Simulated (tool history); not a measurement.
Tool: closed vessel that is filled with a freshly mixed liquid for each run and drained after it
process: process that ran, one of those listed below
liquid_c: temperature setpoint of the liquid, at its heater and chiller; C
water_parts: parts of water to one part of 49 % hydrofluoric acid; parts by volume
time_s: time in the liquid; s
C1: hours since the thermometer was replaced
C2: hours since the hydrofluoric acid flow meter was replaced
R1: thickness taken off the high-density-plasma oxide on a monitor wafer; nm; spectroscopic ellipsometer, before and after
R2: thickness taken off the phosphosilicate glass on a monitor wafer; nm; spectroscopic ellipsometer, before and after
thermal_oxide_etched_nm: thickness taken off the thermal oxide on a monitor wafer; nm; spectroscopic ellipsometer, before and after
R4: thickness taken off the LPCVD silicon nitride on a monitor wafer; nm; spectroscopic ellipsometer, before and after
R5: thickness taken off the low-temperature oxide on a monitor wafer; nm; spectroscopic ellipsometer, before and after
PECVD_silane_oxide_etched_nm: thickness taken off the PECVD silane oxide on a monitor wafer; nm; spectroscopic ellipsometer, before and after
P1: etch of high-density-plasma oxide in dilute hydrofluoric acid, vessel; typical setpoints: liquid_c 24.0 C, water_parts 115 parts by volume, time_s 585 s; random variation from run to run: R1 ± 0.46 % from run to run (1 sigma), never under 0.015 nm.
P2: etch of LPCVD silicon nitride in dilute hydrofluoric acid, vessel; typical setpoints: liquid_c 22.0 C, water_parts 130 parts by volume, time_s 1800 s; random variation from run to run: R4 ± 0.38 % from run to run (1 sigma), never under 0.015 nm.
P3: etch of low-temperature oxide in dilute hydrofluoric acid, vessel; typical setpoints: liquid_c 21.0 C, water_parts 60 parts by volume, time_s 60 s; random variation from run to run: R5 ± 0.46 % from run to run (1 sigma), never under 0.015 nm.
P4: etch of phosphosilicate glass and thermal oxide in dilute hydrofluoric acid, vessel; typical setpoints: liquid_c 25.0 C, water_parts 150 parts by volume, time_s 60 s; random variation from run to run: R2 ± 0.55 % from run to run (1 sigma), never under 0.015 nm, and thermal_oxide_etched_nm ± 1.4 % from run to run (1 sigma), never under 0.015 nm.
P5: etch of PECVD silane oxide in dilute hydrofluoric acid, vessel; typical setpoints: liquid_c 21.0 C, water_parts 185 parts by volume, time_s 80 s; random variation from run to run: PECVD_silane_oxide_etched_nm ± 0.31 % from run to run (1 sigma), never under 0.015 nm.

run 1 hour=13.9 | process=P1 liquid_c=24.0 water_parts=115 time_s=585 | C1=568.3 C2=387.3 | R1=31.1600
run 2 hour=30.8 | process=P4 liquid_c=25.0 water_parts=150 time_s=60 | C1=585.2 C2=404.2 | R2=39.254 thermal_oxide_etched_nm=1.86810
run 3 hour=39.9 | process=P2 liquid_c=22.0 water_parts=130 time_s=1800 | C1=594.3 C2=413.3 | R4=6.5177
run 4 hour=49.8 | process=P1 liquid_c=24.0 water_parts=30 time_s=925 | C1=604.2 C2=423.2 | R1=211.5300
run 5 hour=59.2 | process=P4 liquid_c=25.0 water_parts=150 time_s=30 | C1=613.6 C2=432.6 | R2=19.639 thermal_oxide_etched_nm=0.93441
run 6 hour=67.6 | process=P2 liquid_c=17.0 water_parts=130 time_s=1800 | C1=622.0 C2=441.0 | R4=4.7058
run 7 hour=82.6 | process=P4 liquid_c=25.0 water_parts=150 time_s=60 | C1=637.0 C2=456.0 | R2=39.746 thermal_oxide_etched_nm=1.85080
run 8 hour=97.0 | process=P3 liquid_c=21.0 water_parts=60 time_s=60 | C1=651.4 C2=470.4 | R5=17.4300
run 9 hour=110.1 | process=P2 liquid_c=22.0 water_parts=130 time_s=1800 | C1=664.5 C2=483.5 | R4=6.6223
run 10 hour=126.3 | process=P2 liquid_c=22.0 water_parts=130 time_s=980 | C1=680.7 C2=499.7 | R4=3.5415
run 11 hour=141.7 | process=P1 liquid_c=29.5 water_parts=115 time_s=585 | C1=696.1 C2=515.1 | R1=38.3600
run 12 hour=154.9 | process=P4 liquid_c=25.0 water_parts=215 time_s=60 | C1=709.3 C2=528.3 | R2=25.632 thermal_oxide_etched_nm=1.19700
run 13 hour=166.2 | process=P3 liquid_c=21.0 water_parts=60 time_s=60 | C1=720.6 C2=539.6 | R5=17.6470
run 14 hour=183.9 | process=P5 liquid_c=21.0 water_parts=185 time_s=30 | C1=738.3 C2=557.3 | PECVD_silane_oxide_etched_nm=2.4690
run 15 hour=197.1 | process=P3 liquid_c=27.0 water_parts=60 time_s=60 | C1=751.5 C2=570.5 | R5=22.2900
run 16 hour=214.0 | process=P5 liquid_c=21.0 water_parts=185 time_s=80 | C1=768.4 C2=587.4 | PECVD_silane_oxide_etched_nm=6.5492
run 17 hour=225.3 | process=P1 liquid_c=24.0 water_parts=115 time_s=70 | C1=779.7 C2=598.7 | R1=3.7619
run 18 hour=241.3 | process=P1 liquid_c=24.0 water_parts=115 time_s=585 | C1=795.7 C2=614.7 | R1=31.2600
run 19 hour=259.8 | process=P4 liquid_c=32.5 water_parts=150 time_s=60 | C1=814.2 C2=633.2 | R2=51.787 thermal_oxide_etched_nm=2.42660
run 20 hour=270.6 | process=P5 liquid_c=28.0 water_parts=185 time_s=80 | C1=825.0 C2=644.0 | PECVD_silane_oxide_etched_nm=8.5153
run 21 hour=286.3 | process=P1 liquid_c=24.0 water_parts=115 time_s=585 | C1=840.7 C2=659.7 | R1=30.9050
run 22 hour=302.5 | process=P1 liquid_c=24.0 water_parts=170 time_s=585 | C1=856.9 C2=675.9 | R1=19.7230
run 23 hour=314.8 | process=P3 liquid_c=21.0 water_parts=110 time_s=60 | C1=869.2 C2=688.2 | R5=8.9717
run 24 hour=326.0 | process=P1 liquid_c=24.0 water_parts=50 time_s=585 | C1=880.4 C2=699.4 | R1=77.6490
run 25 hour=334.2 | process=P1 liquid_c=24.0 water_parts=115 time_s=585 | C1=888.6 C2=707.6 | R1=30.8900
run 26 hour=348.7 | process=P1 liquid_c=24.0 water_parts=115 time_s=585 | C1=903.1 C2=722.1 | R1=31.1350
run 27 hour=361.0 | process=P1 liquid_c=24.0 water_parts=115 time_s=585 | C1=915.4 C2=734.4 | R1=31.1340
run 28 hour=377.4 | process=P1 liquid_c=19.5 water_parts=115 time_s=585 | C1=931.8 C2=750.8 | R1=26.0180
run 29 hour=394.9 | process=P5 liquid_c=21.0 water_parts=75 time_s=80 | C1=949.3 C2=768.3 | PECVD_silane_oxide_etched_nm=18.3260
run 30 hour=406.1 | process=P2 liquid_c=22.0 water_parts=225 time_s=1800 | C1=960.5 C2=779.5 | R4=3.8298
run 31 hour=414.1 | process=P1 liquid_c=24.0 water_parts=115 time_s=870 | C1=968.5 C2=787.5 | R1=46.1300
run 32 hour=423.4 | process=P3 liquid_c=21.0 water_parts=60 time_s=30 | C1=977.8 C2=796.8 | R5=8.7049
run 33 hour=433.0 | process=P1 liquid_c=29.0 water_parts=205 time_s=585 | C1=987.4 C2=806.4 | R1=18.7200
run 34 hour=449.2 | process=P1 liquid_c=24.0 water_parts=115 time_s=585 | C1=1003.6 C2=822.6 | R1=31.1460
run 35 hour=461.2 | process=P1 liquid_c=24.0 water_parts=115 time_s=585 | C1=1015.6 C2=834.6 | R1=30.2840
run 36 hour=469.6 | process=P1 liquid_c=24.0 water_parts=115 time_s=585 | C1=1024.0 C2=843.0 | R1=30.2140
run 37 hour=487.3 | process=P1 liquid_c=24.0 water_parts=115 time_s=585 | C1=1041.7 C2=860.7 | R1=29.6120
run 38 hour=503.5 | process=P1 liquid_c=24.0 water_parts=115 time_s=585 | C1=1057.9 C2=876.9 | R1=29.4080
run 39 hour=521.3 | process=P1 liquid_c=24.0 water_parts=115 time_s=585 | C1=1075.7 C2=894.7 | R1=28.9490

Forecast run 40:
run 40 hour=530.2 | process=P1 liquid_c=24.0 water_parts=115 time_s=585 | C1=1084.6 C2=903.6 | R1=?

{"run 40": {"R1": 28.947}}

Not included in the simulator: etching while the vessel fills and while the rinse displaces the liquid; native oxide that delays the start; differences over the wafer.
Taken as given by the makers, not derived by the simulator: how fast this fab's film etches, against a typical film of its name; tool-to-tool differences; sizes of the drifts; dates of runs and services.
